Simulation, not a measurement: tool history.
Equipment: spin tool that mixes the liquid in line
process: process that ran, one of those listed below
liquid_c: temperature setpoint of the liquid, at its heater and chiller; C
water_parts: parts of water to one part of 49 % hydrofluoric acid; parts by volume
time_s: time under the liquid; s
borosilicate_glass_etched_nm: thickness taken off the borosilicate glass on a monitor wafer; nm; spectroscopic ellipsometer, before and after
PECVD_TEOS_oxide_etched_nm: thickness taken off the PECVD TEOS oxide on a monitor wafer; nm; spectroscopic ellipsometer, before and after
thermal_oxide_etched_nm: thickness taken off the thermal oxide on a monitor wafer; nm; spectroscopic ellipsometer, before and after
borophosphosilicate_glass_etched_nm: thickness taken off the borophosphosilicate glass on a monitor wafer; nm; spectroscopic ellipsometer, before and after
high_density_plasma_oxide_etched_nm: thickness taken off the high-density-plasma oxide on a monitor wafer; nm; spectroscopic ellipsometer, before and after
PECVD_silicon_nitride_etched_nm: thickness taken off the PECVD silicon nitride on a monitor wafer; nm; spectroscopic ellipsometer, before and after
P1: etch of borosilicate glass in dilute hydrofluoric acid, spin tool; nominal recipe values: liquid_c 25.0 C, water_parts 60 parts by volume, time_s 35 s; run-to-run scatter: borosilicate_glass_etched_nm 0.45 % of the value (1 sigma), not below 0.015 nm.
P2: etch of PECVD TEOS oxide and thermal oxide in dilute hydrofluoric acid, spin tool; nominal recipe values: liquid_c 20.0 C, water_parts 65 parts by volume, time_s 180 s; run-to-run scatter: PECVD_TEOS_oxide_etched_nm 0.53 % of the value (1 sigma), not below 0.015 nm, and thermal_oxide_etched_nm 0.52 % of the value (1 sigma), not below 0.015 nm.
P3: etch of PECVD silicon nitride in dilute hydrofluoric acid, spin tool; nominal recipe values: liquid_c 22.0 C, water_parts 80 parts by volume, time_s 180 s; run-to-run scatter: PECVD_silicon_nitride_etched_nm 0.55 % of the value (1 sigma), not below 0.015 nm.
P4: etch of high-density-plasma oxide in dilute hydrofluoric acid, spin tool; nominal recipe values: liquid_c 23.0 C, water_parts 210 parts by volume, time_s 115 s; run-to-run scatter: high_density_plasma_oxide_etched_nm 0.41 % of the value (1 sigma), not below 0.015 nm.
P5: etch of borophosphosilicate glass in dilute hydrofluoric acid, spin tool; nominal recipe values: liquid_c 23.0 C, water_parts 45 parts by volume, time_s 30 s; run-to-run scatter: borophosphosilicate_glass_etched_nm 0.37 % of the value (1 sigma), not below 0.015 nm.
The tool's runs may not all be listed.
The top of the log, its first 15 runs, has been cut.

run,hour,process,liquid_c,water_parts,time_s,hours since the thermometer was replaced,hours since the hydrofluoric acid flow meter was replaced,borosilicate_glass_etched_nm,PECVD_TEOS_oxide_etched_nm,thermal_oxide_etched_nm,borophosphosilicate_glass_etched_nm,high_density_plasma_oxide_etched_nm,PECVD_silicon_nitride_etched_nm
16,74.5,P4,17.0,210,115,1137.3,199.6,,,,,4.2026,
17,80.4,P3,17.0,80,180,1143.2,205.5,,,,,,4.2737
18,84.3,P1,17.0,60,35,1147.1,209.4,10.7230,,,,,
19,88.3,P3,22.0,80,15,1151.1,213.4,,,,,,0.5252
20,92.4,P1,25.0,20,35,1155.2,217.5,47.3240,,,,,
21,98.1,P2,20.0,65,25,1160.9,223.2,,3.5755,1.6080,,,
22,101.3,P1,25.0,105,35,1164.1,226.4,8.0779,,,,,
23,104.3,P1,25.0,60,35,1167.1,229.4,14.8660,,,,,
24,109.3,P2,20.0,65,180,1172.1,234.4,,25.9380,11.4370,,,
25,113.3,P1,25.0,60,35,1176.1,238.4,15.0210,,,,,
26,118.0,P1,25.0,60,35,1180.8,243.1,14.8940,,,,,

Run 27 is up next; what results do you expect?
27,123.9,P4,23.0,210,115,1186.7,249.0,,,,,?,

Run 27 measured high_density_plasma_oxide_etched_nm 5.2416 nm.

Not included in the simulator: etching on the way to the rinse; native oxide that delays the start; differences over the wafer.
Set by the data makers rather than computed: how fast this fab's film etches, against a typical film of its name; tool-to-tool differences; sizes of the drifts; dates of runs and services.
